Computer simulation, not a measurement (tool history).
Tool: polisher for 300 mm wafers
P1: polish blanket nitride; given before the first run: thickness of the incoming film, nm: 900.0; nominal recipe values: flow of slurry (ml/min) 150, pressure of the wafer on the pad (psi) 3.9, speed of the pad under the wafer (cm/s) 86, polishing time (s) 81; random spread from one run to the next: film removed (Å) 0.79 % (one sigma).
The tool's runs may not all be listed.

| run | hour | flow of slurry (ml/min) | pressure of the wafer on the pad (psi) | speed of the pad under the wafer (cm/s) | polishing time (s) | wafers polished on this pad | hours since the slurry nozzle was cleaned | hours since the head pressure was calibrated | film removed (Å) |
|---|---|---|---|---|---|---|---|---|---|
| 1 | 7.3 | 150 | 3.9 | 86 | 81 | 213 | 81.1 | 677.8 | 1151.3 |
| 2 | 11.2 | 150 | 3.9 | 130 | 81 | 237 | 85 | 681.7 | 1622.4 |
| 3 | 17.5 | 200 | 3.9 | 86 | 81 | 277 | 91.3 | 688 | 1203.8 |
| 4 | 23.6 | 150 | 3.9 | 86 | 81 | 316 | 97.4 | 694.1 | 1149.8 |
| 5 | 28 | 150 | 2.3 | 86 | 81 | 344 | 101.8 | 698.5 | 674.62 |
| 6 | 33.7 | 150 | 3.9 | 86 | 118 | 380 | 107.5 | 704.2 | 1698.4 |
| 7 | 39.2 | 105 | 3.9 | 86 | 81 | 415 | 113 | 709.7 | 1073.7 |
| 8 | 44.6 | 225 | 5.5 | 86 | 81 | 449 | 118.4 | 715.1 | 1721.6 |
| 9 | 50 | 150 | 3.9 | 86 | 60 | 483 | 123.8 | 720.5 | 846.78 |
| 10 | 53.5 | 150 | 3.9 | 86 | 81 | 505 | 127.3 | 724 | 1149.1 |
| 11 | 57.8 | 150 | 3.9 | 86 | 81 | 532 | 131.6 | 728.3 | 1153.3 |
|  | 62.7 | slurry nozzle cleaned |
| 12 | 64.9 | 150 | 5.2 | 86 | 81 | 577 | 2.2 | 735.4 | 1548.8 |

The next listed run, before its measurement:
| 13 | 69.7 | 150 | 3.9 | 38 | 81 | 608 | 7 | 740.2 | ? |

film removed (Å): 605.1
